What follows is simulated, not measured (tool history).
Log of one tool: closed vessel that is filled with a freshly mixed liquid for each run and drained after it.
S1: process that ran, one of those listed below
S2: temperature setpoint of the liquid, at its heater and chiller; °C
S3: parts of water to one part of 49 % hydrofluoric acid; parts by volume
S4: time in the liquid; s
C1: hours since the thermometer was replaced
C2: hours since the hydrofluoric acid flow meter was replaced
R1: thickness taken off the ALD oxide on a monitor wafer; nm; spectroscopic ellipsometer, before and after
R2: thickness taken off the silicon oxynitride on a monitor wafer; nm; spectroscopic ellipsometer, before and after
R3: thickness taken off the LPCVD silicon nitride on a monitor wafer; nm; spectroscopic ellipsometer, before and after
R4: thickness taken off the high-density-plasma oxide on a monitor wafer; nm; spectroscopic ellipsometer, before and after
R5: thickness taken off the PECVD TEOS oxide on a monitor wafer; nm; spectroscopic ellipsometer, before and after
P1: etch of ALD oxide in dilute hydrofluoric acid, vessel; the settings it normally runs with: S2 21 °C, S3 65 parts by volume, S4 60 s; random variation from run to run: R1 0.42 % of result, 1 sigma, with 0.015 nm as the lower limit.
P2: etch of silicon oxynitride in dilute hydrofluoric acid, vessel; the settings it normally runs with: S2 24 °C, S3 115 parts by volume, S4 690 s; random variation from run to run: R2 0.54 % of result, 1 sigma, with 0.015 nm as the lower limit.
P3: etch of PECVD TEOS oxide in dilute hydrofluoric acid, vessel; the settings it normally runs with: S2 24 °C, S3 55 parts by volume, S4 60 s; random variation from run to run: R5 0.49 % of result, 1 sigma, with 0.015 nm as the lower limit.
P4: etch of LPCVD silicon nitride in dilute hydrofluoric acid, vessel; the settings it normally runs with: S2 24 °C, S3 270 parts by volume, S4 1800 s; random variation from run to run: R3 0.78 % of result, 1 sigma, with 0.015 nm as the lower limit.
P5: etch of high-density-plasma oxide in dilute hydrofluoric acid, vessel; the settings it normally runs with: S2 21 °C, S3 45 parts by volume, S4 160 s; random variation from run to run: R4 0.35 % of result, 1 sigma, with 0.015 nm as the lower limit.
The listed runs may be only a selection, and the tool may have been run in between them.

run 1 hour=3.8 | S1=P1 S2=21 S3=65 S4=60 | C1=273.2 C2=331.7 | R1=26.577
run 2 hour=8.7 | S1=P2 S2=24 S3=115 S4=275 | C1=278.1 C2=336.6 | R2=7.1216
run 3 hour=13.4 | S1=P2 S2=24 S3=115 S4=690 | C1=282.8 C2=341.3 | R2=18.021
run 4 hour=17.8 | S1=P1 S2=21 S3=65 S4=100 | C1=287.2 C2=345.7 | R1=44.394
run 5 hour=22.3 | S1=P4 S2=30.5 S3=270 S4=1800 | C1=291.7 C2=350.2 | R3=4.8111
run 6 hour=27.2 | S1=P5 S2=25.5 S3=45 S4=160 | C1=296.6 C2=355.1 | R4=45.561
run 7 hour=30.3 | S1=P1 S2=17 S3=65 S4=60 | C1=299.7 C2=358.2 | R1=22.211
run 8 hour=36.3 | S1=P5 S2=21 S3=45 S4=275 | C1=305.7 C2=364.2 | R4=65.062
run 9 hour=41.2 | S1=P5 S2=21 S3=45 S4=160 | C1=310.6 C2=369.1 | R4=37.917
run 10 hour=45.9 | S1=P1 S2=21 S3=65 S4=60 | C1=315.3 C2=373.8 | R1=26.561
run 11 hour=48.4 | S1=P3 S2=18.5 S3=55 S4=60 | C1=317.8 C2=376.3 | R5=26.208
run 12 hour=53.4 | S1=P2 S2=24 S3=170 S4=690 | C1=322.8 C2=381.3 | R2=11.772
run 13 hour=56.5 | S1=P1 S2=21 S3=65 S4=30 | C1=325.9 C2=384.4 | R1=13.304
run 14 hour=59.8 | S1=P1 S2=26.5 S3=65 S4=60 | C1=329.2 C2=387.7 | R1=33.327
run 15 hour=62.5 | S1=P4 S2=24 S3=270 S4=1800 | C1=331.9 C2=390.4 | R3=3.2475
run 16 hour=65.3 | S1=P1 S2=21 S3=65 S4=60 | C1=334.7 C2=393.2 | R1=26.769
run 17 hour=68.6 | S1=P4 S2=24 S3=415 S4=1800 | C1=338 C2=396.5 | R3=2.1902
run 18 hour=71.6 | S1=P4 S2=24 S3=270 S4=2980 | C1=341 C2=399.5 | R3=5.5068
run 19 hour=77.3 | S1=P1 S2=21 S3=105 S4=60 | C1=346.7 C2=405.2 | R1=15.844
run 20 hour=83 | S1=P5 S2=21 S3=65 S4=160 | C1=352.4 C2=410.9 | R4=25.395
run 21 hour=87.4 | S1=P1 S2=21 S3=65 S4=60 | C1=356.8 C2=415.3 | R1=26.556
run 22 hour=90.1 | S1=P3 S2=24 S3=55 S4=110 | C1=359.5 C2=418 | R5=60.879
run 23 hour=93.7 | S1=P1 S2=21 S3=65 S4=60 | C1=363.1 C2=421.6 | R1=26.614
run 24 hour=98.8 | S1=P1 S2=21 S3=25 S4=60 | C1=368.2 C2=426.7 | R1=72.256
run 25 hour=101.5 | S1=P2 S2=18.5 S3=115 S4=690 | C1=370.9 C2=429.4 | R2=13.809
run 26 hour=104.4 | S1=P1 S2=21 S3=65 S4=60 | C1=373.8 C2=432.3 | R1=26.398
run 27 hour=110.3 | S1=P4 S2=24 S3=270 S4=1800 | C1=379.7 C2=438.2 | R3=3.3427
run 28 hour=115.3 | S1=P3 S2=24 S3=55 S4=60 | C1=384.7 C2=443.2 | R5=33.258
run 29 hour=118.7 | S1=P3 S2=24 S3=90 S4=60 | C1=388.1 C2=446.6 | R5=19.509
run 30 hour=122.5 | S1=P1 S2=17 S3=65 S4=105 | C1=391.9 C2=450.4 | R1=39.128
run 31 hour=125.1 | S1=P1 S2=21 S3=65 S4=60 | C1=394.5 C2=453 | R1=26.736
run 32 hour=129.1 | S1=P1 S2=21 S3=65 S4=60 | C1=398.5 C2=457 | R1=26.577
run 33 hour=134 | S1=P1 S2=21 S3=65 S4=60 | C1=403.4 C2=461.9 | R1=25.539
run 34 hour=137.2 | S1=P1 S2=21 S3=65 S4=60 | C1=406.6 C2=465.1 | R1=25.294
run 35 hour=141.6 | S1=P1 S2=21 S3=65 S4=60 | C1=411 C2=469.5 | R1=25.028
run 36 hour=146.7 | S1=P1 S2=21 S3=65 S4=60 | C1=416.1 C2=474.6 | R1=24.623
run 37 hour=152.3 | S1=P1 S2=21 S3=65 S4=60 | C1=421.7 C2=480.2 | R1=24.512
run 38 hour=156.7 | S1=P1 S2=21 S3=65 S4=60 | C1=426.1 C2=484.6 | R1=24.624
run 39 hour=162.5 | S1=P1 S2=21 S3=65 S4=60 | C1=431.9 C2=490.4 | R1=24.312

P1 has crept away from where it was. The log is fitted equally well by each of these 2 causes, at the sizes shown:
A: hydrofluoric acid flow below the setpoint (%) = 7.57
B: liquid colder than its thermometer reads (K) = 2.03
The drift started at roughly hour 129.1.

Below are 4 check runs, each averaged over 2 wafers, with their results shown as question marks. Which of them would give clearly different results depending on which cause is behind the drift?
run check 1 hour=168.3 | S1=P5 S2=21 S3=45 S4=160 | R4=?
run check 2 hour=168.3 | S1=P3 S2=24 S3=55 S4=60 | R5=?
run check 3 hour=168.3 | S1=P4 S2=24 S3=270 S4=1800 | R3=?
run check 4 hour=168.3 | S1=P2 S2=24 S3=115 S4=690 | R2=?

What each check would give under each cause:
check=check_1 result=R4 if_A=34.72 if_B=34.61
check=check_2 result=R5 if_A=30.546 if_B=30.566
check=check_3 result=R3 if_A=3.0511 if_B=2.9068
check=check_4 result=R2 if_A=16.495 if_B=16.339
Per check, the gap between the least separated pair of causes, taken in the result that splits them most: check 1 0.32 %; check 2 0.07 %; check 3 4.84 %; check 4 0.95 %
Check 3 is the one run that separates the causes; every other check would come out nearly the same whichever cause is at work.

Then check 3 was run and gave: R3 3.0902 nm. Which cause is it?

Of the candidate causes, it is A: hydrofluoric acid flow below the setpoint (%).
